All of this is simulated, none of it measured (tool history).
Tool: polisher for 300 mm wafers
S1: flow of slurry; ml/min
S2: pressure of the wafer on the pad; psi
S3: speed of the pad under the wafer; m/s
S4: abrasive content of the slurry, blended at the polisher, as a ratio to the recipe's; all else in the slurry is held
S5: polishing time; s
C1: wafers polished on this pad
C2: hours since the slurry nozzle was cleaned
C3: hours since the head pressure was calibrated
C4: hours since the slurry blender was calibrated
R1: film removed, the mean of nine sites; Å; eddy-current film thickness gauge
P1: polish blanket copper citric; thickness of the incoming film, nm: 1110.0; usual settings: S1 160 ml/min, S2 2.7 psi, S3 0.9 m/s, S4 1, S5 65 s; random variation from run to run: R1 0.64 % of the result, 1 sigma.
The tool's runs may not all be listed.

run   hour   S1   S2    S3    S4   S5    C1     C2     C3     C4      R1
  1    8.6  160  2.7   0.9     1   65   194   91.8  131.5   88.9  1143.2
  2   16.9  160  1.5   0.9     1   65   277  100.1  139.8   97.2   645.3
  3   23.6  160  2.7   0.9     1   65   343  106.8  146.5  103.9  1124.2
  4     30  160  3.7   0.9     1   65   407  113.2  152.9  110.3  1552.2
  5   34.2  160  2.7   0.5     1   65   449  117.4  157.1  114.5  639.14
  6   40.3  160  3.8   0.9  1.25   65   509  123.5  163.2  120.6  1665.6
  7   46.5  160  2.7  1.18     1   65   571  129.7  169.4  126.8  1478.8
  8   54.6  210  2.7   0.9     1   65   652  137.8  177.5  134.9  1190.4
  9   62.9   95  2.7   0.9     1   65   734  146.1  185.8  143.2  1021.9
 10   69.9  160  2.7  0.46     1   34   804  153.1  192.8  150.2  311.43
 11   75.4  160  2.7   0.9  1.45   65   859  158.6  198.3  155.7  1227.7
 12   79.6  160  2.7   0.9     1  103   901  162.8  202.5  159.9  1793.9
 13   88.2  160  2.7   0.9     1   65   986  171.4  211.1  168.5  1132.6
 14   96.7  160  2.7   0.9     1   65  1071  179.9  219.6    177  1137.2
 15  105.7  160  2.7   0.9     1   65  1160  188.9  228.6    186    1137
 16    112  160  2.7   0.9     1   39  1223  195.2  234.9  192.3  672.49
 17    116  160  2.7   0.9     1   65  1263  199.2  238.9  196.3  1129.7
 18  123.1  160  2.7   0.9     1   65  1333  206.3    246  203.4  1130.1
 19    129  160  2.7   0.9  0.55   65  1392  212.2  251.9  209.3  988.43
 20  135.7  225  2.7  1.26     1   65  1459  218.9  258.6    216  1654.5
 21  142.4  160  2.7   0.9     1   65  1525  225.6  265.3  222.7  1124.5
 22  147.5  160  2.7   0.9     1   65  1576  230.7  270.4  227.8  1115.5
 23  152.3  160  2.7   0.9     1   65  1624  235.5  275.2  232.6  1110.3
 24  156.7  160  2.7   0.9     1   65  1668  239.9  279.6    237  1092.8
 25  164.1  160  2.7   0.9     1   65  1741  247.3    287  244.4  1074.5
 26  170.2  160  2.7   0.9     1   65  1802  253.4  293.1  250.5  1072.4
 27  178.6  160  2.7   0.9     1   65  1885  261.8  301.5  258.9  1079.2
     180.9  -- worn pad replaced by a new one
 28  186.8  160  2.7   0.9     1   65    59    270  309.7  267.1  1061.1
     188.7  -- slurry blender recalibrated
 29  192.3  160  2.7   0.9     1   65   114  275.5  315.2    3.7  1049.6
 30    201  160  2.7   0.9     1   65   200  284.2  323.9   12.4  1057.1
 31  207.2  160  2.7   0.9     1   65   262  290.4  330.1   18.6  1063.9

What P1 gives has crept away from where it was. These 2 causes fit the log equally well, each at the size given:
A: slurry flow missing at the pad, % = 30
B: head's pressure below its setpoint, % = 6.77
The creep began at about hour 142.4.
Why every other cause is out:
removal rate lost through wear of the pad, %: serviced at hour 180.9, which brought nothing back
abrasive missing from the slurry, %: serviced at hour 188.7, which brought nothing back

4 check runs are offered, each on 2 wafers whose results are averaged, their results left as question marks. Which one tells the causes apart?
check 1  213.4   95  2.7  0.9  0.65   65                   ?
check 2  213.4  160  2.7  0.9  0.55   94                   ?
check 3  213.4  160  2.7  0.9  1.45  102                   ?
check 4  213.4  160  1.7  0.5     1   65                   ?

What each check would give under each cause:
  check  result    if A    if B
check 1      R1  834.02  868.03
check 2      R1  1351.7  1351.9
check 3      R1  1800.2  1800.4
check 4      R1  390.23  391.71
How far apart the two closest causes lie, in the result that separates them most: check 1 4 %; check 2 0.01 %; check 3 0.01 %; check 4 0.38 %
Only check 1 tells the causes apart: in the others they would give nearly the same result.

Check 1 was then run and gave: R1 836.28 Å. Which cause is it?

It is A: slurry flow missing at the pad, %.

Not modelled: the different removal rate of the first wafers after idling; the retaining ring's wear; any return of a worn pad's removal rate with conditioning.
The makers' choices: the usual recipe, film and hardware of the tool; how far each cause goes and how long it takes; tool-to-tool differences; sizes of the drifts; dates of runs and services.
